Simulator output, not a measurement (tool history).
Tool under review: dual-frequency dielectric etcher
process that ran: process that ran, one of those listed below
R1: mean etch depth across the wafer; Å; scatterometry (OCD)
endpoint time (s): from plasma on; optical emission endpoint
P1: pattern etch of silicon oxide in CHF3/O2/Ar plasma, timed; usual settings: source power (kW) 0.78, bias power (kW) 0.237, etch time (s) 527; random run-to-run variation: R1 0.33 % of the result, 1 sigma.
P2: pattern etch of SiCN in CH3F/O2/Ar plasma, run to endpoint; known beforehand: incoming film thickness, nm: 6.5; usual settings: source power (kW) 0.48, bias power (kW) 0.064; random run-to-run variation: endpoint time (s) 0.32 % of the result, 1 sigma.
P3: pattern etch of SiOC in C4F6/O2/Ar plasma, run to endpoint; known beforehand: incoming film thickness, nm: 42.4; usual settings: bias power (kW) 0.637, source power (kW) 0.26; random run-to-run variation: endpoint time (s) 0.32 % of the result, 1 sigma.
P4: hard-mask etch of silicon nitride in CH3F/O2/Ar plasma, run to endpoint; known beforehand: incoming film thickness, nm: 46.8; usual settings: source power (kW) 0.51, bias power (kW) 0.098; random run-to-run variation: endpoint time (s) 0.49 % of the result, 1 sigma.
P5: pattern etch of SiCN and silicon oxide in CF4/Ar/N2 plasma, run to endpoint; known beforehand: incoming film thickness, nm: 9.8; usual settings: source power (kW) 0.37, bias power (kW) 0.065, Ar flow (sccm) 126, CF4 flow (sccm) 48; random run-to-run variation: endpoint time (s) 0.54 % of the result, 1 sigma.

Run 1, hour 9.9: process that ran P1, source power (kW) 0.78, bias power (kW) 0.237, etch time (s) 527. Result: R1 12646 Å.
Run 2, hour 16.6: process that ran P1, source power (kW) 0.58, bias power (kW) 0.287, etch time (s) 527. Result: R1 12061 Å.
Run 3, hour 25.5: process that ran P5, source power (kW) 0.49, bias power (kW) 0.065, Ar flow (sccm) 126, CF4 flow (sccm) 48. Result: endpoint time (s) 12.089.
Run 4, hour 32.1: process that ran P1, source power (kW) 0.78, bias power (kW) 0.148, etch time (s) 527. Result: R1 10764 Å.
Run 5, hour 38.4: process that ran P5, source power (kW) 0.37, bias power (kW) 0.05, Ar flow (sccm) 126, CF4 flow (sccm) 48. Result: endpoint time (s) 17.019.
Run 6, hour 43.9: process that ran P4, source power (kW) 0.31, bias power (kW) 0.098. Result: endpoint time (s) 64.734.
Run 7, hour 52.1: process that ran P3, source power (kW) 0.26, bias power (kW) 0.404. Result: endpoint time (s) 18.202.
Run 8, hour 58.1: process that ran P1, source power (kW) 0.78, bias power (kW) 0.237, etch time (s) 527. Result: R1 12595 Å.
Run 9, hour 63.1: process that ran P1, source power (kW) 0.78, bias power (kW) 0.237, etch time (s) 527. Result: R1 12573 Å.
Run 10, hour 73: process that ran P5, source power (kW) 0.37, bias power (kW) 0.065, Ar flow (sccm) 126, CF4 flow (sccm) 48. Result: endpoint time (s) 15.388.
Run 11, hour 78.1: process that ran P1, source power (kW) 1.11, bias power (kW) 0.237, etch time (s) 527. Result: R1 14458 Å.
Run 12, hour 86.5: process that ran P2, source power (kW) 0.48, bias power (kW) 0.064. Result: endpoint time (s) 16.874.
Run 13, hour 95.3: process that ran P5, source power (kW) 0.37, bias power (kW) 0.065, Ar flow (sccm) 156, CF4 flow (sccm) 48. Result: endpoint time (s) 15.878.
Run 14, hour 100.5: process that ran P4, source power (kW) 0.51, bias power (kW) 0.098. Result: endpoint time (s) 53.631.
Run 15, hour 108.5: process that ran P2, source power (kW) 0.39, bias power (kW) 0.064. Result: endpoint time (s) 18.364.
Run 16, hour 115.3: process that ran P3, source power (kW) 0.26, bias power (kW) 0.637. Result: endpoint time (s) 15.214.
Run 17, hour 124.6: process that ran P4, source power (kW) 0.51, bias power (kW) 0.065. Result: endpoint time (s) 62.129.
Run 18, hour 129.3: process that ran P3, source power (kW) 0.35, bias power (kW) 0.637. Result: endpoint time (s) 13.649.
Run 19, hour 139: process that ran P1, source power (kW) 0.78, bias power (kW) 0.237, etch time (s) 316. Result: R1 7579.7 Å.
Run 20, hour 146: process that ran P1, source power (kW) 0.78, bias power (kW) 0.237, etch time (s) 527. Result: R1 12622 Å.
Run 21, hour 153: process that ran P5, source power (kW) 0.37, bias power (kW) 0.065, Ar flow (sccm) 126, CF4 flow (sccm) 68. Result: endpoint time (s) 14.583.
Run 22, hour 162.9: process that ran P2, source power (kW) 0.48, bias power (kW) 0.064. Result: endpoint time (s) 16.904.
Run 23, hour 170.1: process that ran P1, source power (kW) 0.78, bias power (kW) 0.237, etch time (s) 527. Result: R1 12674 Å.
Run 24, hour 175.3: process that ran P1, source power (kW) 0.6, bias power (kW) 0.237, etch time (s) 527. Result: R1 11484 Å.
Run 25, hour 182.3: process that ran P1, source power (kW) 0.78, bias power (kW) 0.301, etch time (s) 527. Result: R1 13747 Å.
Run 26, hour 186.9: process that ran P2, source power (kW) 0.48, bias power (kW) 0.081. Result: endpoint time (s) 15.583.
Run 27, hour 192.4: process that ran P1, source power (kW) 0.78, bias power (kW) 0.237, etch time (s) 653.5. Result: R1 15578 Å.
Run 28, hour 200.6: process that ran P1, source power (kW) 0.78, bias power (kW) 0.237, etch time (s) 527. Result: R1 12613 Å.
Run 29, hour 208.7: process that ran P1, source power (kW) 0.78, bias power (kW) 0.237, etch time (s) 527. Result: R1 12704 Å.
Run 30, hour 216.8: process that ran P1, source power (kW) 0.78, bias power (kW) 0.237, etch time (s) 527. Result: R1 12698 Å.
Run 31, hour 226.5: process that ran P1, source power (kW) 0.78, bias power (kW) 0.237, etch time (s) 527. Result: R1 12803 Å.
Run 32, hour 235.4: process that ran P1, source power (kW) 0.78, bias power (kW) 0.237, etch time (s) 527. Result: R1 12709 Å.
Run 33, hour 240.9: process that ran P1, source power (kW) 0.78, bias power (kW) 0.237, etch time (s) 527. Result: R1 12764 Å.
Run 34, hour 246.6: process that ran P1, source power (kW) 0.78, bias power (kW) 0.237, etch time (s) 527. Result: R1 12822 Å.
At hour 248.9: wet clean of the chamber.
Run 35, hour 251.1: process that ran P1, source power (kW) 0.78, bias power (kW) 0.237, etch time (s) 527. Result: R1 12821 Å.
Run 36, hour 257.4: process that ran P1, source power (kW) 0.78, bias power (kW) 0.237, etch time (s) 527. Result: R1 12924 Å.
Run 37, hour 266.2: process that ran P1, source power (kW) 0.78, bias power (kW) 0.237, etch time (s) 527. Result: R1 12785 Å.

P1 has crept away from where it was. The log is fitted equally well by each of these 2 causes, at the sizes shown:
A: bias power that arrives over what is set, % = 4.85
B: source power that arrives over what is set, % = 4.47
The gradual shift began around hour 200.6.
Each remaining cause and why it is not a fit:
chamber walls in a state that raises the etch rate, %: was serviced at hour 248.9, once the creep was under way, yet the earlier output never came back

Which of the check runs below tells the causes apart, meaning the causes would give it clearly different results? Each run uses 3 wafers whose results are averaged, and each result is shown as a question mark.
Run check 1, hour 275: process that ran P3, source power (kW) 0.31, bias power (kW) 0.495. Result: endpoint time (s) ?.
Run check 2, hour 275: process that ran P4, source power (kW) 0.36, bias power (kW) 0.098. Result: endpoint time (s) ?.
Run check 3, hour 275: process that ran P5, source power (kW) 0.37, bias power (kW) 0.065, Ar flow (sccm) 126, CF4 flow (sccm) 67. Result: endpoint time (s) ?.
Run check 4, hour 275: process that ran P2, source power (kW) 0.41, bias power (kW) 0.073. Result: endpoint time (s) ?.

How each check would come out, cause by cause:
  check             result    if A    if B
check 1  endpoint time (s)  15.471    15.5
check 2  endpoint time (s)  60.363  60.438
check 3  endpoint time (s)   14.34  14.032
check 4  endpoint time (s)   16.83  16.837
Separation of the two closest causes in each check, using whichever result separates them best: check 1 0.19 %; check 2 0.12 %; check 3 2.18 %; check 4 0.04 %
The causes can be told apart only by check 3. The other checks would give nearly the same results under each of them.

Check 3 has now been run. It gave: endpoint time (s) 14.061. Which of the candidate causes is it?

Of the candidate causes, it is B: source power that arrives over what is set, %.
